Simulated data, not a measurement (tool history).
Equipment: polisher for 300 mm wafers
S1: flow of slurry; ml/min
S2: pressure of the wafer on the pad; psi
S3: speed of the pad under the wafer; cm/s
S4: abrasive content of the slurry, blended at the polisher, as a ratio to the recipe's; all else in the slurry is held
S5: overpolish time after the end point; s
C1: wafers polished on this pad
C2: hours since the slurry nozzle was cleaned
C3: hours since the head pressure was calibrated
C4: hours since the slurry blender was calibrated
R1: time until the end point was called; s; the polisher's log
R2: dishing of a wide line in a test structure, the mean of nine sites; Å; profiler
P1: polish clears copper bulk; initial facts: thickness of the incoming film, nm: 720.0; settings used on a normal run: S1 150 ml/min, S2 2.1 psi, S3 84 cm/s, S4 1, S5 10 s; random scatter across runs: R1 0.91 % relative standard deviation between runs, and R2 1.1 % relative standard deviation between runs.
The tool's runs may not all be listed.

{"run": 1, "hour": 10.4, "S1": 150, "S2": 2.1, "S3": 84, "S4": 1, "S5": 10, "C1": 518, "C2": 284.1, "C3": 235, "C4": 271.4, "R1": 138.82, "R2": 354.01}
{"run": 2, "hour": 24.8, "S1": 150, "S2": 2.1, "S3": 84, "S4": 1, "S5": 10, "C1": 652, "C2": 298.5, "C3": 249.4, "C4": 285.8, "R1": 138.66, "R2": 360.77}
{"run": 3, "hour": 32.7, "S1": 150, "S2": 2.1, "S3": 128, "S4": 1, "S5": 17, "C1": 725, "C2": 306.4, "C3": 257.3, "C4": 293.7, "R1": 90.26, "R2": 717.51}
{"run": 4, "hour": 46.2, "S1": 150, "S2": 2.1, "S3": 84, "S4": 1, "S5": 10, "C1": 851, "C2": 319.9, "C3": 270.8, "C4": 307.2, "R1": 139.95, "R2": 350.63}
{"run": 5, "hour": 60.7, "S1": 150, "S2": 2.7, "S3": 84, "S4": 1, "S5": 10, "C1": 986, "C2": 334.4, "C3": 285.3, "C4": 321.7, "R1": 107.53, "R2": 448.16}
{"run": 6, "hour": 74.1, "S1": 90, "S2": 2.1, "S3": 84, "S4": 1, "S5": 10, "C1": 1111, "C2": 347.8, "C3": 298.7, "C4": 335.1, "R1": 154.67, "R2": 319.14}
{"run": 7, "hour": 84.1, "S1": 150, "S2": 2.1, "S3": 84, "S4": 1, "S5": 16, "C1": 1204, "C2": 357.8, "C3": 308.7, "C4": 345.1, "R1": 139.4, "R2": 526.21}
{"run": 8, "hour": 99.1, "S1": 150, "S2": 2.1, "S3": 84, "S4": 1.3, "S5": 10, "C1": 1344, "C2": 372.8, "C3": 323.7, "C4": 360.1, "R1": 130.02, "R2": 372.64}
{"run": 9, "hour": 109.0, "S1": 150, "S2": 1.2, "S3": 84, "S4": 1, "S5": 10, "C1": 1436, "C2": 382.7, "C3": 333.6, "C4": 370, "R1": 242.4, "R2": 206.85}
{"run": 10, "hour": 118.2, "S1": 150, "S2": 2.1, "S3": 40, "S4": 1, "S5": 10, "C1": 1521, "C2": 391.9, "C3": 342.8, "C4": 379.2, "R1": 293, "R2": 183.5}
{"run": 11, "hour": 133.7, "S1": 150, "S2": 2.1, "S3": 84, "S4": 1, "S5": 3, "C1": 1666, "C2": 407.4, "C3": 358.3, "C4": 394.7, "R1": 138.43, "R2": 117.43}
{"run": 12, "hour": 143.6, "S1": 150, "S2": 2.1, "S3": 84, "S4": 1, "S5": 10, "C1": 1758, "C2": 417.3, "C3": 368.2, "C4": 404.6, "R1": 138.03, "R2": 357.57}
{"run": 13, "hour": 157.9, "S1": 150, "S2": 2.1, "S3": 84, "S4": 1, "S5": 10, "C1": 1891, "C2": 431.6, "C3": 382.5, "C4": 418.9, "R1": 137.68, "R2": 353.67}
{"run": 14, "hour": 170.1, "S1": 150, "S2": 2.1, "S3": 84, "S4": 0.5, "S5": 10, "C1": 2004, "C2": 443.8, "C3": 394.7, "C4": 431.1, "R1": 161.22, "R2": 311.77}
{"run": 15, "hour": 180.4, "S1": 150, "S2": 2.1, "S3": 84, "S4": 1, "S5": 10, "C1": 2100, "C2": 454.1, "C3": 405, "C4": 441.4, "R1": 137.42, "R2": 354.78}
{"run": 16, "hour": 191.3, "S1": 150, "S2": 2.1, "S3": 84, "S4": 1.2, "S5": 18, "C1": 2202, "C2": 465, "C3": 415.9, "C4": 452.3, "R1": 133.18, "R2": 577.72}
{"run": 17, "hour": 202.4, "S1": 215, "S2": 2.1, "S3": 84, "S4": 1, "S5": 10, "C1": 2305, "C2": 476.1, "C3": 427, "C4": 463.4, "R1": 132.37, "R2": 369.06}
{"run": 18, "hour": 212.9, "S1": 150, "S2": 2.1, "S3": 130, "S4": 1, "S5": 10, "C1": 2403, "C2": 486.6, "C3": 437.5, "C4": 473.9, "R1": 89.844, "R2": 501.13}
{"run": 19, "hour": 224.1, "S1": 150, "S2": 2.1, "S3": 84, "S4": 1, "S5": 10, "C1": 2507, "C2": 497.8, "C3": 448.7, "C4": 485.1, "R1": 140.07, "R2": 353.76}
{"run": 20, "hour": 238.5, "S1": 150, "S2": 2.1, "S3": 84, "S4": 1, "S5": 10, "C1": 2641, "C2": 512.2, "C3": 463.1, "C4": 499.5, "R1": 144.57, "R2": 340.42}
{"run": 21, "hour": 246.6, "S1": 150, "S2": 2.1, "S3": 84, "S4": 1, "S5": 10, "C1": 2716, "C2": 520.3, "C3": 471.2, "C4": 507.6, "R1": 147.69, "R2": 331.4}
{"run": 22, "hour": 259.5, "S1": 150, "S2": 2.1, "S3": 84, "S4": 1, "S5": 10, "C1": 2836, "C2": 533.2, "C3": 484.1, "C4": 520.5, "R1": 149.96, "R2": 331.25}
{"hour": 273.4, "done": "slurry blender recalibrated"}
{"run": 23, "hour": 275.2, "S1": 150, "S2": 2.1, "S3": 84, "S4": 1, "S5": 10, "C1": 2983, "C2": 548.9, "C3": 499.8, "C4": 1.8, "R1": 149.51, "R2": 324.28}
{"run": 24, "hour": 284.8, "S1": 150, "S2": 2.1, "S3": 84, "S4": 1, "S5": 10, "C1": 3072, "C2": 558.5, "C3": 509.4, "C4": 11.4, "R1": 153.31, "R2": 331.4}

Run 25, settings as shown, results not yet in. Your forecast:
{"hour": 290.4, "done": "head pressure recalibrated"}
{"run": 25, "hour": 297.4, "S1": 150, "S2": 2.1, "S3": 84, "S4": 1, "S5": 10, "C1": 3189, "C2": 571.1, "C3": 7, "C4": 24, "R1": "?", "R2": "?"}

Run 25 gave R1 153.64 s, R2 317.11 Å.
